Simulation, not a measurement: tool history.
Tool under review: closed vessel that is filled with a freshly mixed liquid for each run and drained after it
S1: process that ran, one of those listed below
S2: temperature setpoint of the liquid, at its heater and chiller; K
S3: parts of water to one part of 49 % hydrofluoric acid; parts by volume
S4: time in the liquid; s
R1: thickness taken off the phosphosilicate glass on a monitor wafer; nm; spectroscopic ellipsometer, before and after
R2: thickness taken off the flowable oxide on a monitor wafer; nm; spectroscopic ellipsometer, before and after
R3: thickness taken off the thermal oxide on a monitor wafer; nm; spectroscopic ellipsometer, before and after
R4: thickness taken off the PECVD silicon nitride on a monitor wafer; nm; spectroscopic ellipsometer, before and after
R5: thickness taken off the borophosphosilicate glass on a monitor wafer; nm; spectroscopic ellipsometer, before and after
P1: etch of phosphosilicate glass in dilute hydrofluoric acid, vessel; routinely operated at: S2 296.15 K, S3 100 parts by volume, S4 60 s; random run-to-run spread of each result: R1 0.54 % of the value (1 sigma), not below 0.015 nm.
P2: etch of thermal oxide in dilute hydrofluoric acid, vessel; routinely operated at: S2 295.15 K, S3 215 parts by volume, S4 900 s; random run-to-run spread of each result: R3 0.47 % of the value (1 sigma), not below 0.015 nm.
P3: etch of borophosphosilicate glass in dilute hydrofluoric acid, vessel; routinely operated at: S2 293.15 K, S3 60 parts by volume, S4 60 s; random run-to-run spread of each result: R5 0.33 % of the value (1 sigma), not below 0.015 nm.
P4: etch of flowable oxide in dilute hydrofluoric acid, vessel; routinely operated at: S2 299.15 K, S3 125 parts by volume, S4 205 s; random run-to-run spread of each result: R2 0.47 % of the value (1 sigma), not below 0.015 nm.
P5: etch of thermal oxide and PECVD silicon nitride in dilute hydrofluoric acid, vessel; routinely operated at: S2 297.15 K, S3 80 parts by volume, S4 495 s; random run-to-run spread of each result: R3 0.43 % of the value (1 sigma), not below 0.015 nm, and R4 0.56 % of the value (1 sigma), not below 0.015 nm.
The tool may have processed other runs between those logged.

run	hour	S1	S2	S3	S4	R1	R2	R3	R4	R5
1	6.6	P1	296.15	100	60	69.003				
2	12.7	P4	293.65	125	205		36.3980			
3	18.8	P1	296.15	40	30	93.689				
4	24.4	P5	297.15	140	495			16.4730	11.2200	
5	29.0	P3	293.15	60	60					26.720
6	32.6	P4	299.15	75	205		80.1350			
7	36.6	P2	295.15	215	900			15.8460		
8	42.8	P5	297.15	80	225			14.0560	8.7806	
9	48.5	P2	295.15	215	360			6.3618		
10	55.6	P1	296.15	100	115	133.530				
11	60.3	P1	296.15	100	60	69.278				
12	64.1	P1	296.15	100	30	34.402				
13	69.4	P3	301.65	60	60					38.099
14	75.5	P1	290.15	100	60	54.454				
15	79.4	P5	297.15	80	495			30.9820	19.3280	
16	85.7	P1	296.15	100	60	69.643				
17	91.1	P1	302.65	100	60	89.737				
18	97.8	P2	303.65	215	900			21.6070		
19	101.7	P5	297.15	80	495			31.0630	19.3520	
20	108.6	P3	293.15	60	60					26.777
21	113.9	P1	296.15	100	60	69.530				
22	117.6	P4	299.15	125	205		45.1470			
23	122.4	P1	296.15	65	60	111.050				
24	128.0	P3	293.15	100	60					15.444
25	132.9	P2	295.15	215	900			15.8920		
26	138.8	P2	295.15	50	900			82.3400		
27	143.0	P3	293.15	60	30					13.423
28	146.4	P1	296.15	100	60	69.526				

Run 29 is up next; what results do you expect?
29	152.2	P4	299.15	125	30		?			

{"run 29": {"R2": 6.5899}}

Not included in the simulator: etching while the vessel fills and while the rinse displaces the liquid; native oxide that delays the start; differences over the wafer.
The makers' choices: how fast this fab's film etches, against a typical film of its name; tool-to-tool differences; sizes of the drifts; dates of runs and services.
